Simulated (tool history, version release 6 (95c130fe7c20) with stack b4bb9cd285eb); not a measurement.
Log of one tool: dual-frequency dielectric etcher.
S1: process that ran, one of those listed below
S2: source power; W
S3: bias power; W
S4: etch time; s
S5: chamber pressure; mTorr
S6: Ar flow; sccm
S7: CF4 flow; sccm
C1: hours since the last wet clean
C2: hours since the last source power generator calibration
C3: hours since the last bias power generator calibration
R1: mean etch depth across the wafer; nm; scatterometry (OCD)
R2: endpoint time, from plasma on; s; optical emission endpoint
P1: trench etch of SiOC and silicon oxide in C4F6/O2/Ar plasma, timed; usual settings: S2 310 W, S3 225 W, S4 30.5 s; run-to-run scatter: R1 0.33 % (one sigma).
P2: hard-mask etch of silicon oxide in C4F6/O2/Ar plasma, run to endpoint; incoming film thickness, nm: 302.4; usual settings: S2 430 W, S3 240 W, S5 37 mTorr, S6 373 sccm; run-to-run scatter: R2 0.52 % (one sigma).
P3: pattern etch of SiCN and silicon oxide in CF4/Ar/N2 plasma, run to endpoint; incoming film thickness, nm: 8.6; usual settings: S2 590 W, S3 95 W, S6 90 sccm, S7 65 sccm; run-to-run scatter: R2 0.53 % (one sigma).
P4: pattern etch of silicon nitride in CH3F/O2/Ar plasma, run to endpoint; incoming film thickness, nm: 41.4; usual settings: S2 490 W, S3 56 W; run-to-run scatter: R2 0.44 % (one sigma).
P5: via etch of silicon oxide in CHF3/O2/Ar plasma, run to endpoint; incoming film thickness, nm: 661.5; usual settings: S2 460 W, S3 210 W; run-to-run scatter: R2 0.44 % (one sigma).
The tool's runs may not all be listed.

{"run": 1, "hour": 7.1, "S1": "P1", "S2": 310, "S3": 225, "S4": 30.5, "C1": 227.0, "C2": 1714.0, "C3": 434.5, "R1": 58.408}
{"run": 2, "hour": 17.2, "S1": "P2", "S2": 430, "S3": 240, "S5": 28, "S6": 373, "C1": 237.1, "C2": 1724.1, "C3": 444.6, "R2": 83.843}
{"run": 3, "hour": 25.0, "S1": "P1", "S2": 310, "S3": 174, "S4": 40.5, "C1": 244.9, "C2": 1731.9, "C3": 452.4, "R1": 71.628}
{"run": 4, "hour": 33.3, "S1": "P4", "S2": 490, "S3": 56, "C1": 253.2, "C2": 1740.2, "C3": 460.7, "R2": 60.35}
{"hour": 36.1, "done": "bias power generator calibrated"}
{"run": 5, "hour": 40.8, "S1": "P3", "S2": 590, "S3": 95, "S6": 90, "S7": 65, "C1": 260.7, "C2": 1747.7, "C3": 4.8, "R2": 7.1682}
{"run": 6, "hour": 50.7, "S1": "P1", "S2": 310, "S3": 225, "S4": 30.5, "C1": 270.6, "C2": 1757.6, "C3": 14.7, "R1": 58.478}
{"run": 7, "hour": 58.7, "S1": "P1", "S2": 440, "S3": 225, "S4": 30.5, "C1": 278.6, "C2": 1765.6, "C3": 22.7, "R1": 66.634}
{"run": 8, "hour": 68.2, "S1": "P2", "S2": 310, "S3": 240, "S5": 37, "S6": 373, "C1": 288.1, "C2": 1775.1, "C3": 32.2, "R2": 97.898}
{"run": 9, "hour": 78.3, "S1": "P1", "S2": 430, "S3": 225, "S4": 22.0, "C1": 298.2, "C2": 1785.2, "C3": 42.3, "R1": 47.882}
{"run": 10, "hour": 87.8, "S1": "P3", "S2": 590, "S3": 95, "S6": 55, "S7": 65, "C1": 307.7, "C2": 1794.7, "C3": 51.8, "R2": 6.6987}
{"run": 11, "hour": 95.6, "S1": "P1", "S2": 310, "S3": 225, "S4": 30.5, "C1": 315.5, "C2": 1802.5, "C3": 59.6, "R1": 58.238}
{"run": 12, "hour": 103.1, "S1": "P3", "S2": 830, "S3": 95, "S6": 90, "S7": 65, "C1": 323.0, "C2": 1810.0, "C3": 67.1, "R2": 5.3064}
{"hour": 104.1, "done": "wet clean of the chamber"}
{"run": 13, "hour": 110.9, "S1": "P3", "S2": 590, "S3": 95, "S6": 90, "S7": 41, "C1": 6.8, "C2": 1817.8, "C3": 74.9, "R2": 7.6539}
{"run": 14, "hour": 118.5, "S1": "P1", "S2": 310, "S3": 225, "S4": 21.5, "C1": 14.4, "C2": 1825.4, "C3": 82.5, "R1": 41.174}
{"run": 15, "hour": 126.1, "S1": "P1", "S2": 310, "S3": 225, "S4": 38.5, "C1": 22.0, "C2": 1833.0, "C3": 90.1, "R1": 73.813}
{"run": 16, "hour": 131.2, "S1": "P1", "S2": 310, "S3": 159, "S4": 30.5, "C1": 27.1, "C2": 1838.1, "C3": 95.2, "R1": 52.114}
{"run": 17, "hour": 141.1, "S1": "P5", "S2": 460, "S3": 169, "C1": 37.0, "C2": 1848.0, "C3": 105.1, "R2": 368.05}
{"run": 18, "hour": 149.5, "S1": "P2", "S2": 430, "S3": 340, "S5": 37, "S6": 373, "C1": 45.4, "C2": 1856.4, "C3": 113.5, "R2": 76.923}
{"run": 19, "hour": 160.0, "S1": "P1", "S2": 310, "S3": 225, "S4": 30.5, "C1": 55.9, "C2": 1866.9, "C3": 124.0, "R1": 58.528}
{"run": 20, "hour": 170.2, "S1": "P1", "S2": 230, "S3": 225, "S4": 30.5, "C1": 66.1, "C2": 1877.1, "C3": 134.2, "R1": 51.996}
{"run": 21, "hour": 181.9, "S1": "P1", "S2": 310, "S3": 300, "S4": 30.5, "C1": 77.8, "C2": 1888.8, "C3": 145.9, "R1": 64.695}
{"run": 22, "hour": 189.3, "S1": "P1", "S2": 190, "S3": 178, "S4": 30.5, "C1": 85.2, "C2": 1896.2, "C3": 153.3, "R1": 44.964}
{"run": 23, "hour": 199.7, "S1": "P3", "S2": 590, "S3": 130, "S6": 90, "S7": 65, "C1": 95.6, "C2": 1906.6, "C3": 163.7, "R2": 6.4192}
{"hour": 201.4, "done": "source power generator calibrated"}
{"run": 24, "hour": 207.6, "S1": "P5", "S2": 330, "S3": 210, "C1": 103.5, "C2": 6.3, "C3": 171.6, "R2": 388.5}
{"run": 25, "hour": 215.6, "S1": "P5", "S2": 460, "S3": 210, "C1": 111.5, "C2": 14.3, "C3": 179.6, "R2": 342.01}
{"run": 26, "hour": 224.9, "S1": "P4", "S2": 580, "S3": 56, "C1": 120.8, "C2": 23.6, "C3": 188.9, "R2": 56.311}
{"run": 27, "hour": 232.3, "S1": "P4", "S2": 490, "S3": 78, "C1": 128.2, "C2": 31.0, "C3": 196.3, "R2": 53.597}
{"run": 28, "hour": 243.7, "S1": "P1", "S2": 310, "S3": 225, "S4": 30.5, "C1": 139.6, "C2": 42.4, "C3": 207.7, "R1": 58.598}
{"run": 29, "hour": 250.2, "S1": "P2", "S2": 430, "S3": 240, "S5": 37, "S6": 373, "C1": 146.1, "C2": 48.9, "C3": 214.2, "R2": 86.804}
{"run": 30, "hour": 260.4, "S1": "P2", "S2": 430, "S3": 240, "S5": 37, "S6": 282, "C1": 156.3, "C2": 59.1, "C3": 224.4, "R2": 83.205}
{"run": 31, "hour": 266.6, "S1": "P2", "S2": 430, "S3": 240, "S5": 37, "S6": 373, "C1": 162.5, "C2": 65.3, "C3": 230.6, "R2": 87.828}
{"run": 32, "hour": 277.3, "S1": "P1", "S2": 310, "S3": 225, "S4": 30.5, "C1": 173.2, "C2": 76.0, "C3": 241.3, "R1": 58.666}
{"run": 33, "hour": 286.0, "S1": "P1", "S2": 310, "S3": 225, "S4": 30.5, "C1": 181.9, "C2": 84.7, "C3": 250.0, "R1": 58.725}
{"run": 34, "hour": 296.0, "S1": "P1", "S2": 310, "S3": 225, "S4": 30.5, "C1": 191.9, "C2": 94.7, "C3": 260.0, "R1": 58.005}
{"run": 35, "hour": 304.6, "S1": "P1", "S2": 310, "S3": 225, "S4": 30.5, "C1": 200.5, "C2": 103.3, "C3": 268.6, "R1": 57.573}
{"run": 36, "hour": 309.7, "S1": "P1", "S2": 310, "S3": 225, "S4": 30.5, "C1": 205.6, "C2": 108.4, "C3": 273.7, "R1": 57.784}
{"hour": 313.4, "done": "wet clean of the chamber"}
{"run": 37, "hour": 316.6, "S1": "P1", "S2": 310, "S3": 225, "S4": 30.5, "C1": 3.3, "C2": 115.3, "C3": 280.6, "R1": 57.692}
{"run": 38, "hour": 328.3, "S1": "P1", "S2": 310, "S3": 225, "S4": 30.5, "C1": 15.0, "C2": 127.0, "C3": 292.3, "R1": 57.604}
{"run": 39, "hour": 336.9, "S1": "P1", "S2": 310, "S3": 225, "S4": 30.5, "C1": 23.6, "C2": 135.6, "C3": 300.9, "R1": 57.52}

What P1 gives has crept away from where it was. These 2 causes fit the log equally well, each at the size given:
A: source power that arrives under what is set, % = 4.22
B: bias power that arrives under what is set, % = 4.79
The creep began at about hour 286.0.
Why every other cause is out:
chamber walls in a state that lowers the etch rate, %: serviced at hour 313.4, which brought nothing back

4 check runs are offered, each on 5 wafers whose results are averaged, their results left as question marks. Which one tells the causes apart?
{"run": "check 1", "hour": 345.5, "S1": "P2", "S2": 430, "S3": 240, "S5": 37, "S6": 373, "R2": "?"}
{"run": "check 2", "hour": 345.5, "S1": "P4", "S2": 490, "S3": 56, "R2": "?"}
{"run": "check 3", "hour": 345.5, "S1": "P5", "S2": 460, "S3": 210, "R2": "?"}
{"run": "check 4", "hour": 345.5, "S1": "P3", "S2": 590, "S3": 95, "S6": 90, "S7": 65, "R2": "?"}

What each check would give under each cause:
check=check_1 result=R2 if_A=88.3980 if_B=88.3760
check=check_2 result=R2 if_A=61.0360 if_B=60.9580
check=check_3 result=R2 if_A=346.3300 if_B=346.6600
check=check_4 result=R2 if_A=7.4174 if_B=7.2644
How far apart the two closest causes lie, in the result that separates them most: check 1 0.02 %; check 2 0.13 %; check 3 0.1 %; check 4 2.08 %
Check 4 tells the causes apart: in the others they would give nearly the same result.

Check 4 was then run and gave: R2 7.2664 s. Which cause is it?

It is B: bias power that arrives under what is set, %.
